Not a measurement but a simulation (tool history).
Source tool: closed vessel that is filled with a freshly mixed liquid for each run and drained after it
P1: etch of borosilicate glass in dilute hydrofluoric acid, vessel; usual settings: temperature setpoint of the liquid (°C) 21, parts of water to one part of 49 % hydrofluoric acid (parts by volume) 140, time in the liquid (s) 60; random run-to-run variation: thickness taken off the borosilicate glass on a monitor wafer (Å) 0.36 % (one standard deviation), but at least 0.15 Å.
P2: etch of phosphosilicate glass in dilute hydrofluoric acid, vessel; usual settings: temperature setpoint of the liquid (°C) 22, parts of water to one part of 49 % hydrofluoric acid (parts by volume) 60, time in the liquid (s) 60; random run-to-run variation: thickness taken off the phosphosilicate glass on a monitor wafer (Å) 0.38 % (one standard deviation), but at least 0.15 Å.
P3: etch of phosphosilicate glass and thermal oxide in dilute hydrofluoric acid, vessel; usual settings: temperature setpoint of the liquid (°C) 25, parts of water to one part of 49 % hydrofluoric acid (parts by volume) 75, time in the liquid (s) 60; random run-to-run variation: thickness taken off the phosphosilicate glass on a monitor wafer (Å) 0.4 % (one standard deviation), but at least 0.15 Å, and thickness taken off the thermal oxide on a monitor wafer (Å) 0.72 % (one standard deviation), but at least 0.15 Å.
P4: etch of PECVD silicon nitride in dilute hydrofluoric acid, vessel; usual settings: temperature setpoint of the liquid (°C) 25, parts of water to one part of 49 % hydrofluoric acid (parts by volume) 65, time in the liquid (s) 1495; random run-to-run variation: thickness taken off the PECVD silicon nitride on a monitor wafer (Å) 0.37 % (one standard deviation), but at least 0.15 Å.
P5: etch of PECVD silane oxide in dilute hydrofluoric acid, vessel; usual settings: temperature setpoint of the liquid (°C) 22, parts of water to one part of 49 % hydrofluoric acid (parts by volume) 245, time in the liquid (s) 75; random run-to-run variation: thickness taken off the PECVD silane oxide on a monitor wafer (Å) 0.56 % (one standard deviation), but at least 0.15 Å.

run	hour	process that ran	temperature setpoint of the liquid (°C)	parts of water to one part of 49 % hydrofluoric acid (parts by volume)	time in the liquid (s)	thickness taken off the borosilicate glass on a monitor wafer (Å)	thickness taken off the phosphosilicate glass on a monitor wafer (Å)	thickness taken off the PECVD silicon nitride on a monitor wafer (Å)	thickness taken off the thermal oxide on a monitor wafer (Å)	thickness taken off the PECVD silane oxide on a monitor wafer (Å)
1	3.7	P1	21	140	60	85.926				
2	7.1	P2	22	60	110		1978.3			
3	11	P1	21	140	90	130.28				
4	13.3	P4	25	95	1495			315.41		
5	17.2	P1	21	140	60	86.387				
6	21	P2	17	60	60		868.62			
7	23.9	P3	25	75	60		518.21		38.364	
8	27.9	P4	25	65	1495			460.24		
9	31.3	P1	17	40	60	285.87				
10	35	P4	25	65	1495			459.64		
11	38.5	P1	17	140	60	73.536				
12	41.3	P1	21	140	60	85.676				
13	44.6	P2	22	20	60		3383.3			
14	48.7	P5	22	245	110					71.442
15	50.9	P5	17	245	75					40.737
16	54.9	P1	21	230	60	48.345				
17	57	P3	25	110	60		339.31		24.969	
18	60.5	P2	22	60	60		1071			
19	63.9	P4	25	65	2325			714.04		
20	66.8	P3	25	75	30		259.18		19.112	
21	70.1	P1	21	140	60	87.046				
22	72.5	P5	22	245	75					48.883
23	76.3	P1	26.5	140	60	106.93				
24	79.5	P1	28.5	245	60	57.751				
25	82.7	P1	21	40	60	339.06				
26	85.7	P1	21	140	30	43.048				
27	88.9	P3	19	75	60		404.69		29.984	
28	91.6	P5	22	100	75					139.58
29	95	P4	18.5	65	1495			295.67		
30	97.8	P1	21	140	60	86.58				
31	101.4	P1	21	140	60	90.346				
32	105	P1	21	140	60	90.43				
33	108.2	P1	21	140	60	91.922				

For run 34, what comes out?
34	110.8	P1	21	140	60	?				

{"run 34": {"thickness taken off the borosilicate glass on a monitor wafer (Å)": 91.723}}

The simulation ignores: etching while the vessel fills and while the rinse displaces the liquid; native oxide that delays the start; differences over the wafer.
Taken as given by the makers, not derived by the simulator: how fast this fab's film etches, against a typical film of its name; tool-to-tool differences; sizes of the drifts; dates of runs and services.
